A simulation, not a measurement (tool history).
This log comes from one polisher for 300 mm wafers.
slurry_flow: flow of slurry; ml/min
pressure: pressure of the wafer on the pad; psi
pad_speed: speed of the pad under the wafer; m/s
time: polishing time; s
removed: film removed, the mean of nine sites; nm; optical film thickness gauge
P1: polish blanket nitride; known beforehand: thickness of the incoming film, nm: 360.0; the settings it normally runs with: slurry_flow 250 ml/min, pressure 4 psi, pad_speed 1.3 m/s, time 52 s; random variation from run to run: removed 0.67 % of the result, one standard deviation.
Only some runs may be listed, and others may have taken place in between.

Run 1, day 0.158: slurry_flow 250 ml/min, pressure 4 psi, pad_speed 1.3 m/s, time 52 s. Result: removed 105.43 nm.
Run 2, day 0.421: slurry_flow 250 ml/min, pressure 6.2 psi, pad_speed 1.3 m/s, time 29 s. Result: removed 91.015 nm.
Run 3, day 0.692: slurry_flow 250 ml/min, pressure 4 psi, pad_speed 1.3 m/s, time 79 s. Result: removed 158.79 nm.
Run 4, day 0.875: slurry_flow 250 ml/min, pressure 4 psi, pad_speed 1.3 m/s, time 52 s. Result: removed 104.75 nm.
Run 5, day 1.121: slurry_flow 250 ml/min, pressure 2.5 psi, pad_speed 1.3 m/s, time 52 s. Result: removed 66.251 nm.
Run 6, day 1.408: slurry_flow 250 ml/min, pressure 4 psi, pad_speed 1.3 m/s, time 27 s. Result: removed 54.457 nm.
Run 7, day 1.65: slurry_flow 180 ml/min, pressure 4 psi, pad_speed 1.82 m/s, time 52 s. Result: removed 132.75 nm.
Run 8, day 1.846: slurry_flow 150 ml/min, pressure 4 psi, pad_speed 1.3 m/s, time 52 s. Result: removed 97.553 nm.
Run 9, day 1.996: slurry_flow 250 ml/min, pressure 4 psi, pad_speed 0.92 m/s, time 52 s. Result: removed 80.273 nm.
Run 10, day 2.192: slurry_flow 250 ml/min, pressure 4 psi, pad_speed 1.3 m/s, time 52 s. Result: removed 104.5 nm.
Run 11, day 2.529: slurry_flow 350 ml/min, pressure 4 psi, pad_speed 1.3 m/s, time 52 s. Result: removed 108.09 nm.
Run 12, day 2.812: slurry_flow 250 ml/min, pressure 4 psi, pad_speed 1.3 m/s, time 52 s. Result: removed 105.42 nm.
Run 13, day 3.054: slurry_flow 250 ml/min, pressure 6.3 psi, pad_speed 1.3 m/s, time 52 s. Result: removed 167.06 nm.
Run 14, day 3.267: slurry_flow 250 ml/min, pressure 4 psi, pad_speed 1.3 m/s, time 52 s. Result: removed 105.27 nm.
Run 15, day 3.592: slurry_flow 250 ml/min, pressure 4 psi, pad_speed 1.98 m/s, time 52 s. Result: removed 145.64 nm.
Run 16, day 3.925: slurry_flow 250 ml/min, pressure 4 psi, pad_speed 1.3 m/s, time 52 s. Result: removed 105.99 nm.
Run 17, day 4.204: slurry_flow 250 ml/min, pressure 4 psi, pad_speed 1.3 m/s, time 52 s. Result: removed 102.6 nm.
Run 18, day 4.388: slurry_flow 250 ml/min, pressure 4 psi, pad_speed 1.3 m/s, time 52 s. Result: removed 101.34 nm.
Run 19, day 4.642: slurry_flow 250 ml/min, pressure 4 psi, pad_speed 1.3 m/s, time 52 s. Result: removed 101.28 nm.
At day 4.958: head pressure recalibrated.
Run 20, day 4.979: slurry_flow 250 ml/min, pressure 4 psi, pad_speed 1.3 m/s, time 52 s. Result: removed 99.449 nm.
Run 21, day 5.171: slurry_flow 250 ml/min, pressure 4 psi, pad_speed 1.3 m/s, time 52 s. Result: removed 101.2 nm.
Run 22, day 5.346: slurry_flow 250 ml/min, pressure 4 psi, pad_speed 1.3 m/s, time 52 s. Result: removed 99.128 nm.

What P1 gives has crept away from where it was. These 2 causes fit the log equally well, each at the size given:
A: removal rate lost through wear of the pad, % = 4.45
B: slurry flow missing at the pad, % = 30.1
The onset of the drift is placed at about day 3.925.
The rest of the possible causes, and what rules out each one:
head's pressure below its setpoint, %: serviced at day 4.958, after the change had begun; the process did not return to its earlier output

Which of the 4 check runs listed below, each an average over 5 wafers with its results shown as question marks, gives clearly different results under the different listed causes?
Run check 1, day 5.521: slurry_flow 250 ml/min, pressure 4 psi, pad_speed 1.04 m/s, time 52 s. Result: removed ?.
Run check 2, day 5.521: slurry_flow 155 ml/min, pressure 5.4 psi, pad_speed 1.3 m/s, time 52 s. Result: removed ?.
Run check 3, day 5.521: slurry_flow 250 ml/min, pressure 2.6 psi, pad_speed 1.3 m/s, time 52 s. Result: removed ?.
Run check 4, day 5.521: slurry_flow 250 ml/min, pressure 4 psi, pad_speed 1.66 m/s, time 52 s. Result: removed ?.

Check results expected under each cause:
  check   result    if A    if B
check 1  removed  83.873  83.869
check 2  removed  126.89  123.71
check 3  removed  65.172  65.169
check 4  removed  121.92  121.92
Per check, the gap between the least separated pair of causes, taken in the result that splits them most: check 1 0 %; check 2 2.54 %; check 3 0 %; check 4 0 %
Check 2 is the one run that separates the causes; every other check would come out nearly the same whichever cause is at work.

Then check 2 was run and gave: removed 127.03 nm. Which cause is it?

A is the cause: removal rate lost through wear of the pad, %.
